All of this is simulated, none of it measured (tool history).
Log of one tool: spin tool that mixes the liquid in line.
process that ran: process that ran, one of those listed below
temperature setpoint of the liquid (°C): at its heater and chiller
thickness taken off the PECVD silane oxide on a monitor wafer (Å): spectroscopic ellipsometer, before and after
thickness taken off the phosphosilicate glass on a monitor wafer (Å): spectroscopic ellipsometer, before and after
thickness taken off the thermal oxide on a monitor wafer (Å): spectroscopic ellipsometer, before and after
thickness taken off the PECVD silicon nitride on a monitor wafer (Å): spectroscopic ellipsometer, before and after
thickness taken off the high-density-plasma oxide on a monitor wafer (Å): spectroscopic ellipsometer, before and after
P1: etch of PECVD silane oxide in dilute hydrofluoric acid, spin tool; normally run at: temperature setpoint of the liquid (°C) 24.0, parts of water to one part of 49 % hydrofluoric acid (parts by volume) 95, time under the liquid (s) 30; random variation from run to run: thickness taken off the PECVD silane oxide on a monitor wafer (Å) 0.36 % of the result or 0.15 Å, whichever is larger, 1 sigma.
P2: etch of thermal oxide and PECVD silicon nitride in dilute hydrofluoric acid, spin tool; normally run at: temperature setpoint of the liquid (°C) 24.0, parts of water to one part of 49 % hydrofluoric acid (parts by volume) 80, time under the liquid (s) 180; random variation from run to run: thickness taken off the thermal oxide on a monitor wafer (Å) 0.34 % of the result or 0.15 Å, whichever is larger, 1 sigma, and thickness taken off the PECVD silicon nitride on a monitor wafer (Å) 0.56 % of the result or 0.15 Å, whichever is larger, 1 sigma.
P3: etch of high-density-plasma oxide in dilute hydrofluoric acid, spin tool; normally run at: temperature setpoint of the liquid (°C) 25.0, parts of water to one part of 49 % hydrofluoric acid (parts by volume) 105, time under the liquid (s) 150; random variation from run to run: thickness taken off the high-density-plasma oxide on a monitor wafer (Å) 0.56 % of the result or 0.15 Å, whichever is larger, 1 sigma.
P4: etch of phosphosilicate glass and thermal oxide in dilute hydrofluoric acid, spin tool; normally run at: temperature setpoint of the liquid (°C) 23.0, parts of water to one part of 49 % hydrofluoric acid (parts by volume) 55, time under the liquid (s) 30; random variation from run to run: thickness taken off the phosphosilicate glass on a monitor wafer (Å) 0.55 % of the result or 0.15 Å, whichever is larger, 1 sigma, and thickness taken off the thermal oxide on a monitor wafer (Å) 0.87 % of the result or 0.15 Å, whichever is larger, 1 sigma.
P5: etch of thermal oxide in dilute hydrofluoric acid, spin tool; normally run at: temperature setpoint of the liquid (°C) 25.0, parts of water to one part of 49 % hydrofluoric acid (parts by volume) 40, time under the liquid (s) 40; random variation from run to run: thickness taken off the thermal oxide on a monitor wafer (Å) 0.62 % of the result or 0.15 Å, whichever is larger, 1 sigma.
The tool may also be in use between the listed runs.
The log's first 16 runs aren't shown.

run,day,process that ran,temperature setpoint of the liquid (°C),parts of water to one part of 49 % hydrofluoric acid (parts by volume),time under the liquid (s),hours since the thermometer was replaced,hours since the hydrofluoric acid flow meter was replaced,thickness taken off the PECVD silane oxide on a monitor wafer (Å),thickness taken off the phosphosilicate glass on a monitor wafer (Å),thickness taken off the thermal oxide on a monitor wafer (Å),thickness taken off the PECVD silicon nitride on a monitor wafer (Å),thickness taken off the high-density-plasma oxide on a monitor wafer (Å)
17,8.379,P1,24.0,95,30,895.3,1690.0,79.061,,,,
18,8.738,P2,24.0,80,350,903.9,1698.6,,,210.950,92.970,
19,9.121,P5,25.0,65,40,913.1,1707.8,,,29.307,,
20,9.612,P2,24.0,80,180,924.9,1719.6,,,107.830,47.969,
21,10.221,P3,20.5,105,150,939.5,1734.2,,,,,110.88
22,10.658,P5,30.5,40,40,950.0,1744.7,,,62.457,,
23,11.142,P1,28.5,95,30,961.6,1756.3,94.139,,,,
24,11.746,P3,25.0,60,150,976.1,1770.8,,,,,249.02
25,12.325,P1,24.0,165,15,990.0,1784.7,21.197,,,,
26,12.883,P1,24.0,50,30,1003.4,1798.1,160.760,,,,
27,13.375,P3,25.0,105,260,1015.2,1809.9,,,,,230.90
28,13.788,P3,25.0,105,150,1025.1,1819.8,,,,,133.55
29,14.221,P1,24.0,95,30,1035.5,1830.2,79.298,,,,
30,14.604,P4,23.0,55,30,1044.7,1839.4,,342.64,26.823,,
31,14.908,P2,24.0,120,180,1052.0,1846.7,,,68.471,32.299,
32,15.438,P4,23.0,55,55,1064.7,1859.4,,630.11,49.201,,
33,15.833,P1,24.0,95,30,1074.2,1868.9,79.267,,,,
34,16.446,P1,24.0,95,30,1088.9,1883.6,82.540,,,,

Forecast run 35:
35,16.988,P1,24.0,95,30,1101.9,1896.6,?,,,,

Run 35 gave thickness taken off the PECVD silane oxide on a monitor wafer (Å) 84.610.

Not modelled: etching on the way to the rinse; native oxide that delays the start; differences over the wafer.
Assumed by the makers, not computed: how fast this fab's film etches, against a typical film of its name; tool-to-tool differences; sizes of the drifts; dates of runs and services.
